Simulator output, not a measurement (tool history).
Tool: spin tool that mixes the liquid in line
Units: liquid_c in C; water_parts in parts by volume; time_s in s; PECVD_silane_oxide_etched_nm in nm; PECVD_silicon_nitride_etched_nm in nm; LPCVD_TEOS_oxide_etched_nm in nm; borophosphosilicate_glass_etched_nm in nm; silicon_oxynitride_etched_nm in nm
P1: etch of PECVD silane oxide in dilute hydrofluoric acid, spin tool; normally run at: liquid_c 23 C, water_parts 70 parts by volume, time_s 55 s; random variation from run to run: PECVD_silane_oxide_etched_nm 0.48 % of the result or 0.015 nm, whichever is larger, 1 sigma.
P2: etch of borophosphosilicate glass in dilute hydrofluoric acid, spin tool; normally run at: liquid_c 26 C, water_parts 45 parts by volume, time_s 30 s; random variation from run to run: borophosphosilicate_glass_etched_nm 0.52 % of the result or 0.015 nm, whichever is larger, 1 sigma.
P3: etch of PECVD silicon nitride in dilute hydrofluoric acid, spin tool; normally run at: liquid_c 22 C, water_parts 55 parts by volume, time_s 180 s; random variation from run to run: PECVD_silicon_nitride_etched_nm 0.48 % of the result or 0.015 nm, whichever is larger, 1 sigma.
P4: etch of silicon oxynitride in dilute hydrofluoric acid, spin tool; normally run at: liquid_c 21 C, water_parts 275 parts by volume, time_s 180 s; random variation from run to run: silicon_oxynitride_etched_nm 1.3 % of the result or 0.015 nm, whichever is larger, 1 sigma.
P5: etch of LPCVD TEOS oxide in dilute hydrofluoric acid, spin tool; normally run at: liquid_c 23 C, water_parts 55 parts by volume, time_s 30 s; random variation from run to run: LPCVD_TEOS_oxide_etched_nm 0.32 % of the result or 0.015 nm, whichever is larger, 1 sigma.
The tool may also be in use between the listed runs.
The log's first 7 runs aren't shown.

| run | hour | process | liquid_c | water_parts | time_s | hours since the thermometer was replaced | hours since the hydrofluoric acid flow meter was replaced | PECVD_silane_oxide_etched_nm | PECVD_silicon_nitride_etched_nm | LPCVD_TEOS_oxide_etched_nm | borophosphosilicate_glass_etched_nm | silicon_oxynitride_etched_nm |
|---|---|---|---|---|---|---|---|---|---|---|---|---|
| 8 | 96 | P2 | 26 | 45 | 15 | 2469.6 | 1719.3 |  |  |  | 17.967 |  |
| 9 | 112.5 | P4 | 21 | 275 | 265 | 2486.1 | 1735.8 |  |  |  |  | 2.7966 |
| 10 | 121.7 | P3 | 22 | 55 | 325 | 2495.3 | 1745 |  | 11.215 |  |  |  |
| 11 | 139.8 | P4 | 21 | 435 | 180 | 2513.4 | 1763.1 |  |  |  |  | 1.095 |
|  | 143.7 | thermometer replaced |
| 12 | 156.7 | P2 | 20.5 | 45 | 30 | 13 | 1780 |  |  |  | 28.586 |  |
| 13 | 171.3 | P1 | 23 | 70 | 100 | 27.6 | 1794.6 | 26.833 |  |  |  |  |
| 14 | 188.4 | P3 | 22 | 55 | 180 | 44.7 | 1811.7 |  | 6.2018 |  |  |  |
| 15 | 201.4 | P1 | 23 | 25 | 55 | 57.7 | 1824.7 | 43.72 |  |  |  |  |
| 16 | 217.5 | P2 | 26 | 45 | 30 | 73.8 | 1840.8 |  |  |  | 35.767 |  |
| 17 | 228.2 | P4 | 21 | 275 | 180 | 84.5 | 1851.5 |  |  |  |  | 1.9643 |
| 18 | 246.1 | P1 | 23 | 70 | 55 | 102.4 | 1869.4 | 14.717 |  |  |  |  |
| 19 | 254.1 | P5 | 23 | 20 | 30 | 110.4 | 1877.4 |  |  | 50.413 |  |  |
| 20 | 264.9 | P1 | 23 | 70 | 55 | 121.2 | 1888.2 | 14.726 |  |  |  |  |
| 21 | 281.2 | P5 | 23 | 55 | 45 | 137.5 | 1904.5 |  |  | 26.27 |  |  |
| 22 | 291.4 | P1 | 17.5 | 70 | 55 | 147.7 | 1914.7 | 11.731 |  |  |  |  |
| 23 | 302.9 | P5 | 23 | 55 | 30 | 159.2 | 1926.2 |  |  | 17.387 |  |  |
| 24 | 315.8 | P4 | 17 | 275 | 180 | 172.1 | 1939.1 |  |  |  |  | 1.5246 |
| 25 | 327.3 | P1 | 23 | 70 | 25 | 183.6 | 1950.6 | 6.7106 |  |  |  |  |
| 26 | 339.6 | P1 | 23 | 125 | 55 | 195.9 | 1962.9 | 7.7054 |  |  |  |  |
| 27 | 353.1 | P1 | 28.5 | 70 | 55 | 209.4 | 1976.4 | 18.372 |  |  |  |  |

Forecast run 28:
| 28 | 369.6 | P3 | 22 | 20 | 180 | 225.9 | 1992.9 |  | ? |  |  |  |

Run 28 gave PECVD_silicon_nitride_etched_nm 16.642 nm.
